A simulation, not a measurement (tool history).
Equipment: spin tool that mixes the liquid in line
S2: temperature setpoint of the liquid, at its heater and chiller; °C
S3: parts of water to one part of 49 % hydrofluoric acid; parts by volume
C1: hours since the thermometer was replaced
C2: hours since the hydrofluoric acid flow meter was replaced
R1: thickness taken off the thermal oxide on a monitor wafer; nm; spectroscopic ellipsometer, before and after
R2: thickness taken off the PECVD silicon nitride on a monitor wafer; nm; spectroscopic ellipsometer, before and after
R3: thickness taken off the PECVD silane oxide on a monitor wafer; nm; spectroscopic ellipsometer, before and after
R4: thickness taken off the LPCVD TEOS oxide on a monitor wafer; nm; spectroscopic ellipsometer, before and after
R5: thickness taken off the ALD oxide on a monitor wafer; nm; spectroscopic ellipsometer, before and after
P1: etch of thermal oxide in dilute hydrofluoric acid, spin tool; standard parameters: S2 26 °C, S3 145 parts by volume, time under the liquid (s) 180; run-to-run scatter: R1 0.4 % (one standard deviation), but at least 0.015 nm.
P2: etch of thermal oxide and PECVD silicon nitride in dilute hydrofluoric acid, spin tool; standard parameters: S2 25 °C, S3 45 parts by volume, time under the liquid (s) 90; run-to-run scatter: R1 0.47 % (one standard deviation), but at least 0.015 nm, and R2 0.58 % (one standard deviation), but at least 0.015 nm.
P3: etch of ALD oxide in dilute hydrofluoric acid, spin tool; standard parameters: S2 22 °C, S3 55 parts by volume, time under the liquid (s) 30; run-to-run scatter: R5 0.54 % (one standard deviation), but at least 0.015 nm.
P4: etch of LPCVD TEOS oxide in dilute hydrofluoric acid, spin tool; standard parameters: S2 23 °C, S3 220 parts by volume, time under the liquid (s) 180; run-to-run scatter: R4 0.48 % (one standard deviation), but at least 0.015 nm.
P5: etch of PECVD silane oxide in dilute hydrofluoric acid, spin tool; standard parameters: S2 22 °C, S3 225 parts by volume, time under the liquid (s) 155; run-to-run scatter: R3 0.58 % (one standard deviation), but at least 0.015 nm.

Run 1, hour 10.1: process that ran P1, S2 26 °C, S3 145 parts by volume, time under the liquid (s) 180; C1 1620.6; C2 750.2. Result: R1 5.8355 nm.
Run 2, hour 16.2: process that ran P2, S2 25 °C, S3 20 parts by volume, time under the liquid (s) 90; C1 1626.7; C2 756.3. Result: R1 25.737 nm, R2 19.065 nm.
Run 3, hour 21.7: process that ran P1, S2 23 °C, S3 145 parts by volume, time under the liquid (s) 325; C1 1632.2; C2 761.8. Result: R1 9.4445 nm.
Run 4, hour 32.8: process that ran P1, S2 26 °C, S3 145 parts by volume, time under the liquid (s) 15; C1 1643.3; C2 772.9. Result: R1 0.48982 nm.
Run 5, hour 44.5: process that ran P1, S2 26 °C, S3 145 parts by volume, time under the liquid (s) 180; C1 1655; C2 784.6. Result: R1 5.808 nm.
Run 6, hour 53.2: process that ran P1, S2 26 °C, S3 245 parts by volume, time under the liquid (s) 180; C1 1663.7; C2 793.3. Result: R1 3.0828 nm.
Run 7, hour 65.1: process that ran P5, S2 22 °C, S3 390 parts by volume, time under the liquid (s) 155; C1 1675.6; C2 805.2. Result: R3 4.0403 nm.
Run 8, hour 71.8: process that ran P5, S2 22 °C, S3 225 parts by volume, time under the liquid (s) 155; C1 1682.3; C2 811.9. Result: R3 8.1272 nm.
Run 9, hour 77.4: process that ran P1, S2 26 °C, S3 70 parts by volume, time under the liquid (s) 180; C1 1687.9; C2 817.5. Result: R1 13.351 nm.
Run 10, hour 83.2: process that ran P5, S2 30.5 °C, S3 225 parts by volume, time under the liquid (s) 155; C1 1693.7; C2 823.3. Result: R3 10.934 nm.
Run 11, hour 94.6: process that ran P4, S2 23 °C, S3 220 parts by volume, time under the liquid (s) 15; C1 1705.1; C2 834.7. Result: R4 2.9002 nm.
At hour 95.7: hydrofluoric acid flow meter replaced.
Run 12, hour 104.6: process that ran P3, S2 22 °C, S3 20 parts by volume, time under the liquid (s) 30; C1 1715.1; C2 8.9. Result: R5 43.136 nm.
Run 13, hour 110.1: process that ran P1, S2 32 °C, S3 145 parts by volume, time under the liquid (s) 180; C1 1720.6; C2 14.4. Result: R1 7.2374 nm.
Run 14, hour 119.1: process that ran P2, S2 25 °C, S3 45 parts by volume, time under the liquid (s) 90; C1 1729.6; C2 23.4. Result: R1 10.949 nm, R2 8.6083 nm.
Run 15, hour 125.3: process that ran P1, S2 26 °C, S3 145 parts by volume, time under the liquid (s) 180; C1 1735.8; C2 29.6. Result: R1 5.8109 nm.
Run 16, hour 135.5: process that ran P3, S2 22 °C, S3 55 parts by volume, time under the liquid (s) 15; C1 1746; C2 39.8. Result: R5 7.3972 nm.
Run 17, hour 146.4: process that ran P3, S2 22 °C, S3 55 parts by volume, time under the liquid (s) 30; C1 1756.9; C2 50.7. Result: R5 14.899 nm.
Run 18, hour 152.1: process that ran P4, S2 31.5 °C, S3 220 parts by volume, time under the liquid (s) 180; C1 1762.6; C2 56.4. Result: R4 47.256 nm.
Run 19, hour 159.7: process that ran P4, S2 23 °C, S3 220 parts by volume, time under the liquid (s) 180; C1 1770.2; C2 64. Result: R4 34.992 nm.
Run 20, hour 168.6: process that ran P4, S2 23 °C, S3 380 parts by volume, time under the liquid (s) 180; C1 1779.1; C2 72.9. Result: R4 17.122 nm.
Run 21, hour 175.1: process that ran P2, S2 32 °C, S3 45 parts by volume, time under the liquid (s) 90; C1 1785.6; C2 79.4. Result: R1 14.378 nm, R2 13.774 nm.
Run 22, hour 184.4: process that ran P1, S2 26 °C, S3 145 parts by volume, time under the liquid (s) 180; C1 1794.9; C2 88.7. Result: R1 5.8837 nm.
Run 23, hour 193.2: process that ran P5, S2 22 °C, S3 225 parts by volume, time under the liquid (s) 155; C1 1803.7; C2 97.5. Result: R3 8.1552 nm.
Run 24, hour 200: process that ran P1, S2 26 °C, S3 145 parts by volume, time under the liquid (s) 345; C1 1810.5; C2 104.3. Result: R1 11.151 nm.
Run 25, hour 210.2: process that ran P1, S2 21.5 °C, S3 145 parts by volume, time under the liquid (s) 180; C1 1820.7; C2 114.5. Result: R1 4.8799 nm.
Run 26, hour 218.1: process that ran P1, S2 26 °C, S3 145 parts by volume, time under the liquid (s) 180; C1 1828.6; C2 122.4. Result: R1 5.8178 nm.
Run 27, hour 230: process that ran P1, S2 26 °C, S3 145 parts by volume, time under the liquid (s) 180; C1 1840.5; C2 134.3. Result: R1 5.7778 nm.
Run 28, hour 238.6: process that ran P5, S2 22 °C, S3 225 parts by volume, time under the liquid (s) 15; C1 1849.1; C2 142.9. Result: R3 0.78169 nm.
Run 29, hour 248: process that ran P1, S2 26 °C, S3 145 parts by volume, time under the liquid (s) 180; C1 1858.5; C2 152.3. Result: R1 5.8406 nm.
Run 30, hour 258.8: process that ran P2, S2 25 °C, S3 45 parts by volume, time under the liquid (s) 15; C1 1869.3; C2 163.1. Result: R1 1.8259 nm, R2 1.4605 nm.
Run 31, hour 266.8: process that ran P3, S2 28.5 °C, S3 55 parts by volume, time under the liquid (s) 30; C1 1877.3; C2 171.1. Result: R5 19.378 nm.
Run 32, hour 278.5: process that ran P1, S2 26 °C, S3 145 parts by volume, time under the liquid (s) 180; C1 1889; C2 182.8. Result: R1 5.8991 nm.
Run 33, hour 286.3: process that ran P1, S2 26 °C, S3 145 parts by volume, time under the liquid (s) 180; C1 1896.8; C2 190.6. Result: R1 5.9877 nm.
Run 34, hour 297.1: process that ran P1, S2 26 °C, S3 145 parts by volume, time under the liquid (s) 180; C1 1907.6; C2 201.4. Result: R1 6.1401 nm.
Run 35, hour 302.5: process that ran P1, S2 26 °C, S3 145 parts by volume, time under the liquid (s) 180; C1 1913; C2 206.8. Result: R1 6.2184 nm.
Run 36, hour 310.1: process that ran P1, S2 26 °C, S3 145 parts by volume, time under the liquid (s) 180; C1 1920.6; C2 214.4. Result: R1 6.2353 nm.
Run 37, hour 316: process that ran P1, S2 26 °C, S3 145 parts by volume, time under the liquid (s) 180; C1 1926.5; C2 220.3. Result: R1 6.228 nm.
Run 38, hour 325.4: process that ran P1, S2 26 °C, S3 145 parts by volume, time under the liquid (s) 180; C1 1935.9; C2 229.7. Result: R1 6.1878 nm.
Run 39, hour 333.1: process that ran P1, S2 26 °C, S3 145 parts by volume, time under the liquid (s) 180; C1 1943.6; C2 237.4. Result: R1 6.2229 nm.
Run 40, hour 341.5: process that ran P1, S2 26 °C, S3 145 parts by volume, time under the liquid (s) 180; C1 1952; C2 245.8. Result: R1 6.2695 nm.

The output of P1 has drifted from where it used to be. Each of the 2 causes below, taken at the size shown beside it, accounts for the log equally well:
A: liquid hotter than its thermometer reads (K) = 1.97
B: hydrofluoric acid flow above the setpoint (%) = 6.43
At approximately hour 278.5, the process output began to creep.

Of the 4 check runs listed below, each run on one wafer and each result written as a question mark, which would let you distinguish the listed causes because they would give clearly different results?
Run check 1, hour 349.9: process that ran P5, S2 29 °C, S3 225 parts by volume, time under the liquid (s) 35. Result: R3 ?.
Run check 2, hour 349.9: process that ran P2, S2 30.5 °C, S3 20 parts by volume, time under the liquid (s) 90. Result: R1 ?, R2 ?.
Run check 3, hour 349.9: process that ran P4, S2 27.5 °C, S3 220 parts by volume, time under the liquid (s) 90. Result: R4 ?.
Run check 4, hour 349.9: process that ran P3, S2 27 °C, S3 55 parts by volume, time under the liquid (s) 15. Result: R5 ?.

If the cause were each of the candidates in turn, the checks would give the following:
  check  result    if A    if B
check 1      R3  2.5282  2.5572
check 2      R1  34.672  34.175
check 2      R2  31.264  29.194
check 3      R4  21.985   22.19
check 4      R5  9.8779  9.7677
Separation of the two closest causes in each check, using whichever result separates them best: check 1 1.14 %; check 2 6.85 %; check 3 0.93 %; check 4 1.12 %
Of the check runs offered, only check 2 discriminates between the causes; the rest would read about the same regardless of which cause applies.

Check 2 has now been run. It gave: R1 35.01 nm; R2 31.319 nm. Which of the candidate causes is it?

It was cause A: liquid hotter than its thermometer reads (K).
